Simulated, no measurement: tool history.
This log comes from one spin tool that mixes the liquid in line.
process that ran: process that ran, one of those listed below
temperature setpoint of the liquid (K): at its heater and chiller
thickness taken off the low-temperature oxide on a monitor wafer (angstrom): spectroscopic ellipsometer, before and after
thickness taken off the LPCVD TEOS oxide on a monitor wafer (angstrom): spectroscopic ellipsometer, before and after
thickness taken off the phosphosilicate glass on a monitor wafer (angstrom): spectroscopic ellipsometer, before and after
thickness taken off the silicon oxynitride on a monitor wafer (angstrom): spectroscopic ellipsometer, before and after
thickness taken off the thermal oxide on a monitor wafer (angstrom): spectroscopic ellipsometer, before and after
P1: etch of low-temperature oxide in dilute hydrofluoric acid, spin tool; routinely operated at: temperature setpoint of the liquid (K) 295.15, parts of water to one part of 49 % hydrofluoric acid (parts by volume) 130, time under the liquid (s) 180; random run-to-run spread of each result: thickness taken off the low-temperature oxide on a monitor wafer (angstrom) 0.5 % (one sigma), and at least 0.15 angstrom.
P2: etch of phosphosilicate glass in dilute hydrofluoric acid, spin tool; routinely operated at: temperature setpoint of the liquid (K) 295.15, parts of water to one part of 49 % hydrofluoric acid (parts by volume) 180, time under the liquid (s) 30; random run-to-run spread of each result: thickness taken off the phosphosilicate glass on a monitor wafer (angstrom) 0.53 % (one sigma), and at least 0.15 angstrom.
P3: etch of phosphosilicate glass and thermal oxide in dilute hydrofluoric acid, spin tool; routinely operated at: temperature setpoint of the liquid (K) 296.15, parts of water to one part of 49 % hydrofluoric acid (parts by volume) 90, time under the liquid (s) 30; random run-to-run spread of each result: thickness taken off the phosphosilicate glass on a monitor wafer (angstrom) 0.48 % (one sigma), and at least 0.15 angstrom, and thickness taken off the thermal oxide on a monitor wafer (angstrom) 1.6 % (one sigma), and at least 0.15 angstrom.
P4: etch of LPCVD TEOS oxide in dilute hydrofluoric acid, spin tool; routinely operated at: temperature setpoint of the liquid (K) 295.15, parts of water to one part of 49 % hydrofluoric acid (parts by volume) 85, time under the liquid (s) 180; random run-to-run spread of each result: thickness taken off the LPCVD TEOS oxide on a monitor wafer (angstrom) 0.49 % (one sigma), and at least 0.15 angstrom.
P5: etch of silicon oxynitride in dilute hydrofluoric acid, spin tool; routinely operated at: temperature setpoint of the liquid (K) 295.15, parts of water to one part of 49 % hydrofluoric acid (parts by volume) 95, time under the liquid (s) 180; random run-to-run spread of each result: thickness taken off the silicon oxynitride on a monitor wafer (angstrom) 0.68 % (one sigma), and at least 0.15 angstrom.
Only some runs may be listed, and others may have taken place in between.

run	hour	process that ran	temperature setpoint of the liquid (K)	parts of water to one part of 49 % hydrofluoric acid (parts by volume)	time under the liquid (s)	hours since the thermometer was replaced	hours since the hydrofluoric acid flow meter was replaced	thickness taken off the low-temperature oxide on a monitor wafer (angstrom)	thickness taken off the LPCVD TEOS oxide on a monitor wafer (angstrom)	thickness taken off the phosphosilicate glass on a monitor wafer (angstrom)	thickness taken off the silicon oxynitride on a monitor wafer (angstrom)	thickness taken off the thermal oxide on a monitor wafer (angstrom)
1	9.4	P1	295.15	130	180	545	432.6	237.61				
2	20	P4	295.15	140	180	555.6	443.2		260.24			
3	30.7	P2	295.15	180	30	566.3	453.9			225.6		
4	38.8	P5	295.15	95	180	574.4	462				34.656	
5	43.9	P1	295.15	185	105	579.5	467.1	91.618				
6	50	P1	295.15	130	180	585.6	473.2	238.9				
7	55.1	P1	290.15	130	180	590.7	478.3	194.98				
8	62.4	P1	301.15	130	180	598	485.6	300.18				
9	68.4	P1	295.15	80	180	604	491.6	413.91				
10	74.1	P1	295.15	130	180	609.7	497.3	237.27				
11	82.7	P5	290.15	95	180	618.3	505.9				27.457	
12	90.2	P4	295.15	85	180	625.8	513.4		457.24			
13	97	P4	295.15	85	180	632.6	520.2		451.63			
14	106.9	P3	296.15	140	30	642.5	530.1			133.03		9.6155
15	117.4	P1	295.15	130	180	653	540.6	237.34				
16	127.5	P2	295.15	180	30	663.1	550.7			227.17		
17	138.2	P1	295.15	130	45	673.8	561.4	59.188				
18	146.1	P3	296.15	90	30	681.7	569.3			220.79		16.384
19	153.4	P3	290.15	90	30	689	576.6			173.48		12.895
20	163.5	P4	302.65	85	180	699.1	586.7		611.49			
21	171.9	P5	295.15	95	40	707.5	595.1				7.6049	
22	180.9	P3	296.15	90	55	716.5	604.1			409.84		30.773
23	187.4	P3	296.15	90	30	723	610.6			221.15		17.261
24	197.9	P2	295.15	285	30	733.5	621.1			130.05		
25	209.3	P5	295.15	20	180	744.9	632.5				172.22	
26	215.5	P1	295.15	235	180	751.1	638.7	118.31				
27	225.3	P1	290.15	210	180	760.9	648.5	112.22				
28	233.3	P4	295.15	85	350	768.9	656.5		887.4			
29	239.6	P2	298.65	180	30	775.2	662.8			257.71		
30	250.2	P2	295.15	180	15	785.8	673.4			113.18		
31	258	P1	295.15	130	335	793.6	681.2	440.3				
32	264	P1	295.15	130	180	799.6	687.2	235.61				
33	270.1	P1	295.15	130	180	805.7	693.3	232.14				
34	281.5	P1	295.15	130	180	817.1	704.7	226.24				
35	291.5	P1	295.15	130	180	827.1	714.7	225.32				
36	298.1	P1	295.15	130	180	833.7	721.3	221.28				
37	308	P1	295.15	130	180	843.6	731.2	220.86				
38	315.3	P1	295.15	130	180	850.9	738.5	221.57				
39	326.4	P1	295.15	130	180	862	749.6	219.42				
40	336.6	P1	295.15	130	180	872.2	759.8	218.47				
41	345.5	P1	295.15	130	180	881.1	768.7	217.29				
42	356.7	P1	295.15	130	180	892.3	779.9	218.75				
43	366.2	P1	295.15	130	180	901.8	789.4	219.16				

Compared with where it was, what P1 gives has crept away. Each cause listed below fits the log as well as the rest, at the size given for it:
A: liquid colder than its thermometer reads (K) = 2.15
B: hydrofluoric acid flow below the setpoint (%) = 7.19
The creep began at about hour 264.

4 check runs are offered, each on 3 wafers whose results are averaged, their results left as question marks. Which one tells the causes apart?
check 1	375.7	P5	295.15	25	180						?	
check 2	375.7	P3	291.65	120	30					?		?
check 3	375.7	P2	295.15	180	15					?		
check 4	375.7	P4	302.15	110	180				?			

Check results expected under each cause:
check	result	if A	if B
check 1	thickness taken off the silicon oxynitride on a monitor wafer (angstrom)	123.93	128.16
check 2	thickness taken off the phosphosilicate glass on a monitor wafer (angstrom)	122.32	122.93
check 2	thickness taken off the thermal oxide on a monitor wafer (angstrom)	9.16	9.2058
check 3	thickness taken off the phosphosilicate glass on a monitor wafer (angstrom)	104.01	103.4
check 4	thickness taken off the LPCVD TEOS oxide on a monitor wafer (angstrom)	411.46	409.57
Per-check spread between the two closest causes, in the result where they differ most: check 1 3.35 %; check 2 0.5 %; check 3 0.59 %; check 4 0.46 %
Check 1 is the one run that separates the causes; every other check would come out nearly the same whichever cause is at work.

Running check 1 produced the following: thickness taken off the silicon oxynitride on a monitor wafer (angstrom) 127.96. Which one of the listed causes fits?

It is B: hydrofluoric acid flow below the setpoint (%).
